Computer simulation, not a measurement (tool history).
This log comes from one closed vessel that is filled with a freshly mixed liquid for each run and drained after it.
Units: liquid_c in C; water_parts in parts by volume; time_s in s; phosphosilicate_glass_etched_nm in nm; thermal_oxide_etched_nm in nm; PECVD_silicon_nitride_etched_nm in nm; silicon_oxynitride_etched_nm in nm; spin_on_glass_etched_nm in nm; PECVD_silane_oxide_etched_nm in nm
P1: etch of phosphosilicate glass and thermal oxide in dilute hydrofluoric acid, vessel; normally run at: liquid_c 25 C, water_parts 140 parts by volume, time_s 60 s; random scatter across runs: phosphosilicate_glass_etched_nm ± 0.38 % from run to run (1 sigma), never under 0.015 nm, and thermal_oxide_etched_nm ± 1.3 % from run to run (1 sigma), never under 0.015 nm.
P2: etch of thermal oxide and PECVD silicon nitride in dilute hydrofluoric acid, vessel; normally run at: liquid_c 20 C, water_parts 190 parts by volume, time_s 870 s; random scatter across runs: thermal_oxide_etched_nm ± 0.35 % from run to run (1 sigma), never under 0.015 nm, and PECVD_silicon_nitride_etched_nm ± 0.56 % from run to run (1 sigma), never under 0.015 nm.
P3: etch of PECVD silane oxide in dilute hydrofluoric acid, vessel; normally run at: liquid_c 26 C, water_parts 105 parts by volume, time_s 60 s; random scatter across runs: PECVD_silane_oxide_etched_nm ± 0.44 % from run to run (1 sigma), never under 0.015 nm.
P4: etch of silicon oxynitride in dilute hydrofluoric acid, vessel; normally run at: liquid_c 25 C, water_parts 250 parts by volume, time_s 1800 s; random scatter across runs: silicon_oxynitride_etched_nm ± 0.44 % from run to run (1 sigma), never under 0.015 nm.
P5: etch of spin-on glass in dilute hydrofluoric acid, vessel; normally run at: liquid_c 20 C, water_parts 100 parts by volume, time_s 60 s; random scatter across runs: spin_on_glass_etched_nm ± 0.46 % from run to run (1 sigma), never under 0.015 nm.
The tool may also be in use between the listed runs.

| run | hour | process | liquid_c | water_parts | time_s | hours since the thermometer was replaced | hours since the hydrofluoric acid flow meter was replaced | phosphosilicate_glass_etched_nm | thermal_oxide_etched_nm | PECVD_silicon_nitride_etched_nm | silicon_oxynitride_etched_nm | spin_on_glass_etched_nm | PECVD_silane_oxide_etched_nm |
|---|---|---|---|---|---|---|---|---|---|---|---|---|---|
| 1 | 5.3 | P1 | 25 | 140 | 60 | 1166.7 | 689.2 | 47.769 | 1.9861 |  |  |  |  |
| 2 | 12.4 | P1 | 19.5 | 140 | 95 | 1173.8 | 696.3 | 61.319 | 2.5359 |  |  |  |  |
| 3 | 18.6 | P2 | 20 | 190 | 870 | 1180 | 702.5 |  | 17.018 | 5.9876 |  |  |  |
| 4 | 24.9 | P1 | 25 | 230 | 100 | 1186.3 | 708.8 | 43.805 | 1.8356 |  |  |  |  |
| 5 | 31.8 | P1 | 25 | 140 | 60 | 1193.2 | 715.7 | 47.553 | 1.9984 |  |  |  |  |
| 6 | 38.6 | P4 | 25 | 250 | 3045 | 1200 | 722.5 |  |  |  | 54.144 |  |  |
| 7 | 47.5 | P2 | 20 | 190 | 260 | 1208.9 | 731.4 |  | 5.0694 | 1.7734 |  |  |  |
| 8 | 56 | P4 | 25 | 430 | 1800 | 1217.4 | 739.9 |  |  |  | 16.626 |  |  |
| 9 | 61.5 | P2 | 20 | 285 | 870 | 1222.9 | 745.4 |  | 10.294 | 4.0007 |  |  |  |
| 10 | 65.7 | P5 | 25 | 100 | 60 | 1227.1 | 749.6 |  |  |  |  | 27.26 |  |
| 11 | 71.6 | P1 | 25 | 140 | 60 | 1233 | 755.5 | 47.859 | 2.0251 |  |  |  |  |
| 12 | 76.2 | P5 | 20 | 100 | 105 | 1237.6 | 760.1 |  |  |  |  | 39.294 |  |
| 13 | 85.3 | P1 | 25 | 140 | 30 | 1246.7 | 769.2 | 23.85 | 1.0003 |  |  |  |  |
| 14 | 90.8 | P1 | 25 | 140 | 60 | 1252.2 | 774.7 | 47.739 | 1.9167 |  |  |  |  |
| 15 | 99 | P1 | 25 | 250 | 60 | 1260.4 | 782.9 | 23.638 | 1.003 |  |  |  |  |
| 16 | 105.4 | P4 | 25 | 250 | 1800 | 1266.8 | 789.3 |  |  |  | 32.199 |  |  |
| 17 | 111.4 | P1 | 25 | 140 | 60 | 1272.8 | 795.3 | 47.724 | 1.9996 |  |  |  |  |
| 18 | 118.9 | P1 | 25 | 60 | 60 | 1280.3 | 802.8 | 122.5 | 5.1521 |  |  |  |  |
| 19 | 125.7 | P3 | 26 | 170 | 60 | 1287.1 | 809.6 |  |  |  |  |  | 17.138 |
| 20 | 133.4 | P1 | 25 | 140 | 60 | 1294.8 | 817.3 | 47.637 | 1.9752 |  |  |  |  |
| 21 | 138.9 | P2 | 27.5 | 190 | 870 | 1300.3 | 822.8 |  | 22.562 | 9.5282 |  |  |  |
| 22 | 143.6 | P3 | 26 | 105 | 60 | 1305 | 827.5 |  |  |  |  |  | 30.016 |
| 23 | 148.8 | P5 | 20 | 100 | 60 | 1310.2 | 832.7 |  |  |  |  | 22.403 |  |
| 24 | 153.5 | P3 | 26 | 105 | 35 | 1314.9 | 837.4 |  |  |  |  |  | 17.463 |
| 25 | 161.6 | P1 | 18.5 | 140 | 60 | 1323 | 845.5 | 36.913 | 1.5229 |  |  |  |  |
| 26 | 168.8 | P3 | 22.5 | 105 | 60 | 1330.2 | 852.7 |  |  |  |  |  | 26.092 |
| 27 | 176.2 | P1 | 32 | 140 | 60 | 1337.6 | 860.1 | 61.451 | 2.5968 |  |  |  |  |
| 28 | 181.3 | P3 | 26 | 105 | 60 | 1342.7 | 865.2 |  |  |  |  |  | 29.908 |
| 29 | 188.4 | P1 | 25 | 140 | 100 | 1349.8 | 872.3 | 79.56 | 3.3508 |  |  |  |  |
| 30 | 196.7 | P2 | 20 | 190 | 870 | 1358.1 | 880.6 |  | 17.157 | 5.9482 |  |  |  |
| 31 | 203.1 | P5 | 20 | 175 | 60 | 1364.5 | 887 |  |  |  |  | 11.774 |  |
| 32 | 208.2 | P4 | 30 | 250 | 1800 | 1369.6 | 892.1 |  |  |  | 39.911 |  |  |
| 33 | 214.2 | P1 | 25 | 140 | 60 | 1375.6 | 898.1 | 47.793 | 2.0502 |  |  |  |  |
| 34 | 223.1 | P1 | 25 | 140 | 60 | 1384.5 | 907 | 48.81 | 2.0031 |  |  |  |  |

Expected results for the next run?
| 35 | 228.4 | P1 | 25 | 140 | 60 | 1389.8 | 912.3 | ? | ? |  |  |  |  |

Run 35 produced phosphosilicate_glass_etched_nm 49.066 nm, thermal_oxide_etched_nm 2.0281 nm.
